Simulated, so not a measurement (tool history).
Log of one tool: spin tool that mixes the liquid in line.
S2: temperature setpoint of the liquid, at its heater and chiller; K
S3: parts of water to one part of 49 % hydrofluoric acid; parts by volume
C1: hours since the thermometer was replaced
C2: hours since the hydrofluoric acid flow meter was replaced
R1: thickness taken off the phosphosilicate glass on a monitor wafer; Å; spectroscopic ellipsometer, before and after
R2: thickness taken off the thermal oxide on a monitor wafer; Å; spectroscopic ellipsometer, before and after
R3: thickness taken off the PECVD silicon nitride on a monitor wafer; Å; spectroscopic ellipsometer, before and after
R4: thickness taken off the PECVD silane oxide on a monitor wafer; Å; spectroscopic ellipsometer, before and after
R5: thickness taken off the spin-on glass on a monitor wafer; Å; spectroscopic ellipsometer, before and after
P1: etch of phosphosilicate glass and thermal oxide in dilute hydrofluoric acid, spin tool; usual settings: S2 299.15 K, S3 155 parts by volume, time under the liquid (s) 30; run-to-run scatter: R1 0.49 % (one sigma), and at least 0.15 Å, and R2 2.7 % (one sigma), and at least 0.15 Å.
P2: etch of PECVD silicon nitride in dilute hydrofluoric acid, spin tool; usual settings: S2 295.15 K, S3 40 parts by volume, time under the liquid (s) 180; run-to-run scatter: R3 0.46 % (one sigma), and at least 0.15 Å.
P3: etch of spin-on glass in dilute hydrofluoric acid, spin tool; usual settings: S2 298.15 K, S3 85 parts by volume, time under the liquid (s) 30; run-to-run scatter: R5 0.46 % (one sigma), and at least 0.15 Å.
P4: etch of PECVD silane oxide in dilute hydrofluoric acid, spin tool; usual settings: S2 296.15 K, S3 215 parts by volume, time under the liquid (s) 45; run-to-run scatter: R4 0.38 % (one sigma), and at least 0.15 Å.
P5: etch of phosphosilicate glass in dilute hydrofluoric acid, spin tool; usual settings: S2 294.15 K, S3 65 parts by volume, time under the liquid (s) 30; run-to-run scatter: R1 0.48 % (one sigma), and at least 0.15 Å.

Run 1, hour 8.5: process that ran P1, S2 299.15 K, S3 155 parts by volume, time under the liquid (s) 30; C1 199.4; C2 665.3. Result: R1 120.270 Å, R2 8.9990 Å.
Run 2, hour 16.3: process that ran P2, S2 295.15 K, S3 25 parts by volume, time under the liquid (s) 180; C1 207.2; C2 673.1. Result: R3 337.61 Å.
Run 3, hour 23.4: process that ran P1, S2 299.15 K, S3 90 parts by volume, time under the liquid (s) 30; C1 214.3; C2 680.2. Result: R1 222.090 Å, R2 15.6150 Å.
Run 4, hour 30.8: process that ran P1, S2 299.15 K, S3 155 parts by volume, time under the liquid (s) 30; C1 221.7; C2 687.6. Result: R1 119.610 Å, R2 9.0427 Å.
Run 5, hour 34.9: process that ran P1, S2 299.15 K, S3 155 parts by volume, time under the liquid (s) 30; C1 225.8; C2 691.7. Result: R1 120.570 Å, R2 9.1771 Å.
Run 6, hour 40.1: process that ran P5, S2 302.15 K, S3 65 parts by volume, time under the liquid (s) 30; C1 231.0; C2 696.9. Result: R1 1179.500 Å.
Run 7, hour 48.8: process that ran P1, S2 299.15 K, S3 260 parts by volume, time under the liquid (s) 30; C1 239.7; C2 705.6. Result: R1 63.665 Å, R2 4.8801 Å.
Run 8, hour 54.7: process that ran P2, S2 295.15 K, S3 40 parts by volume, time under the liquid (s) 180; C1 245.6; C2 711.5. Result: R3 214.47 Å.
Run 9, hour 61.7: process that ran P4, S2 290.15 K, S3 215 parts by volume, time under the liquid (s) 45; C1 252.6; C2 718.5. Result: R4 58.448 Å.
Run 10, hour 66.7: process that ran P1, S2 299.15 K, S3 65 parts by volume, time under the liquid (s) 15; C1 257.6; C2 723.5. Result: R1 158.380 Å, R2 11.9260 Å.
Run 11, hour 71.1: process that ran P3, S2 298.15 K, S3 140 parts by volume, time under the liquid (s) 30; C1 262.0; C2 727.9. Result: R5 136.74 Å.
Run 12, hour 76.4: process that ran P1, S2 299.15 K, S3 155 parts by volume, time under the liquid (s) 30; C1 267.3; C2 733.2. Result: R1 120.080 Å, R2 8.7349 Å.
Run 13, hour 80.7: process that ran P1, S2 299.15 K, S3 155 parts by volume, time under the liquid (s) 30; C1 271.6; C2 737.5. Result: R1 118.880 Å, R2 9.5012 Å.
Run 14, hour 89.5: process that ran P3, S2 306.15 K, S3 85 parts by volume, time under the liquid (s) 30; C1 280.4; C2 746.3. Result: R5 328.08 Å.
Run 15, hour 98.0: process that ran P2, S2 295.15 K, S3 40 parts by volume, time under the liquid (s) 180; C1 288.9; C2 754.8. Result: R3 215.97 Å.
Run 16, hour 102.5: process that ran P1, S2 299.15 K, S3 155 parts by volume, time under the liquid (s) 55; C1 293.4; C2 759.3. Result: R1 218.910 Å, R2 16.1830 Å.
Run 17, hour 109.8: process that ran P5, S2 294.15 K, S3 65 parts by volume, time under the liquid (s) 15; C1 300.7; C2 766.6. Result: R1 425.490 Å.
Run 18, hour 115.9: process that ran P1, S2 295.15 K, S3 100 parts by volume, time under the liquid (s) 30; C1 306.8; C2 772.7. Result: R1 167.040 Å, R2 12.6720 Å.
Run 19, hour 120.9: process that ran P4, S2 296.15 K, S3 215 parts by volume, time under the liquid (s) 45; C1 311.8; C2 777.7. Result: R4 73.440 Å.
Run 20, hour 126.6: process that ran P1, S2 299.15 K, S3 155 parts by volume, time under the liquid (s) 15; C1 317.5; C2 783.4. Result: R1 59.662 Å, R2 4.3260 Å.
Run 21, hour 132.1: process that ran P4, S2 296.15 K, S3 215 parts by volume, time under the liquid (s) 85; C1 323.0; C2 788.9. Result: R4 136.910 Å.
Run 22, hour 140.8: process that ran P3, S2 298.15 K, S3 85 parts by volume, time under the liquid (s) 30; C1 331.7; C2 797.6. Result: R5 241.10 Å.
Run 23, hour 145.8: process that ran P2, S2 290.15 K, S3 40 parts by volume, time under the liquid (s) 180; C1 336.7; C2 802.6. Result: R3 151.18 Å.
Run 24, hour 150.7: process that ran P1, S2 303.15 K, S3 155 parts by volume, time under the liquid (s) 30; C1 341.6; C2 807.5. Result: R1 138.480 Å, R2 10.6730 Å.
Run 25, hour 155.7: process that ran P1, S2 299.15 K, S3 70 parts by volume, time under the liquid (s) 60; C1 346.6; C2 812.5. Result: R1 588.390 Å, R2 42.0080 Å.
Run 26, hour 163.0: process that ran P3, S2 298.15 K, S3 85 parts by volume, time under the liquid (s) 15; C1 353.9; C2 819.8. Result: R5 120.69 Å.
Run 27, hour 167.0: process that ran P5, S2 294.15 K, S3 95 parts by volume, time under the liquid (s) 30; C1 357.9; C2 823.8. Result: R1 562.680 Å.
Run 28, hour 175.6: process that ran P1, S2 299.15 K, S3 155 parts by volume, time under the liquid (s) 30; C1 366.5; C2 832.4. Result: R1 120.200 Å, R2 8.7551 Å.
Run 29, hour 180.4: process that ran P2, S2 295.15 K, S3 40 parts by volume, time under the liquid (s) 335; C1 371.3; C2 837.2. Result: R3 399.71 Å.
Run 30, hour 187.2: process that ran P5, S2 294.15 K, S3 65 parts by volume, time under the liquid (s) 30; C1 378.1; C2 844.0. Result: R1 851.410 Å.
Run 31, hour 192.8: process that ran P4, S2 296.15 K, S3 215 parts by volume, time under the liquid (s) 45; C1 383.7; C2 849.6. Result: R4 73.426 Å.
Run 32, hour 200.6: process that ran P4, S2 296.15 K, S3 400 parts by volume, time under the liquid (s) 45; C1 391.5; C2 857.4. Result: R4 33.047 Å.
Run 33, hour 207.3: process that ran P1, S2 299.15 K, S3 155 parts by volume, time under the liquid (s) 30; C1 398.2; C2 864.1. Result: R1 119.690 Å, R2 9.0111 Å.
Run 34, hour 211.4: process that ran P1, S2 291.15 K, S3 155 parts by volume, time under the liquid (s) 30; C1 402.3; C2 868.2. Result: R1 87.439 Å, R2 6.7136 Å.
Run 35, hour 219.0: process that ran P1, S2 299.15 K, S3 155 parts by volume, time under the liquid (s) 30; C1 409.9; C2 875.8. Result: R1 120.100 Å, R2 8.5661 Å.
Run 36, hour 227.2: process that ran P1, S2 299.15 K, S3 155 parts by volume, time under the liquid (s) 30; C1 418.1; C2 884.0. Result: R1 115.800 Å, R2 8.1483 Å.
Run 37, hour 236.1: process that ran P1, S2 299.15 K, S3 155 parts by volume, time under the liquid (s) 30; C1 427.0; C2 892.9. Result: R1 113.940 Å, R2 8.2311 Å.
Run 38, hour 244.3: process that ran P1, S2 299.15 K, S3 155 parts by volume, time under the liquid (s) 30; C1 435.2; C2 901.1. Result: R1 113.400 Å, R2 8.4769 Å.
Run 39, hour 249.0: process that ran P1, S2 299.15 K, S3 155 parts by volume, time under the liquid (s) 30; C1 439.9; C2 905.8. Result: R1 110.940 Å, R2 8.7795 Å.
Run 40, hour 255.1: process that ran P1, S2 299.15 K, S3 155 parts by volume, time under the liquid (s) 30; C1 446.0; C2 911.9. Result: R1 110.820 Å, R2 7.9229 Å.
Run 41, hour 262.1: process that ran P1, S2 299.15 K, S3 155 parts by volume, time under the liquid (s) 30; C1 453.0; C2 918.9. Result: R1 110.660 Å, R2 8.1330 Å.
Run 42, hour 269.6: process that ran P1, S2 299.15 K, S3 155 parts by volume, time under the liquid (s) 30; C1 460.5; C2 926.4. Result: R1 111.480 Å, R2 8.6909 Å.
Run 43, hour 276.2: process that ran P1, S2 299.15 K, S3 155 parts by volume, time under the liquid (s) 30; C1 467.1; C2 933.0. Result: R1 109.820 Å, R2 7.7957 Å.
Run 44, hour 285.0: process that ran P1, S2 299.15 K, S3 155 parts by volume, time under the liquid (s) 30; C1 475.9; C2 941.8. Result: R1 110.120 Å, R2 8.6191 Å.

What P1 gives has crept away from where it was. These 2 causes fit the log equally well, each at the size given:
A: liquid colder than its thermometer reads (K) = 2.19
B: hydrofluoric acid flow below the setpoint (%) = 6.69
The creep began at about hour 219.0.

4 check runs are offered, one wafer each, their results left as question marks. Which one tells the causes apart?
Run check 1, hour 293.8: process that ran P2, S2 295.15 K, S3 40 parts by volume, time under the liquid (s) 320. Result: R3 ?.
Run check 2, hour 293.8: process that ran P5, S2 302.15 K, S3 65 parts by volume, time under the liquid (s) 15. Result: R1 ?.
Run check 3, hour 293.8: process that ran P4, S2 296.15 K, S3 280 parts by volume, time under the liquid (s) 65. Result: R4 ?.
Run check 4, hour 293.8: process that ran P3, S2 303.65 K, S3 110 parts by volume, time under the liquid (s) 30. Result: R5 ?.

What each check would give under each cause:
  check  result     if A     if B
check 1      R3   327.40   356.25
check 2      R1  538.240  543.750
check 3      R4   70.243   69.573
check 4      R5   204.48   204.80
How far apart the two closest causes lie, in the result that separates them most: check 1 8.45 %; check 2 1.02 %; check 3 0.96 %; check 4 0.16 %
Only check 1 tells the causes apart: in the others they would give nearly the same result.

Check 1 was then run and gave: R3 327.85 Å. Which cause is it?

It is A: liquid colder than its thermometer reads (K).
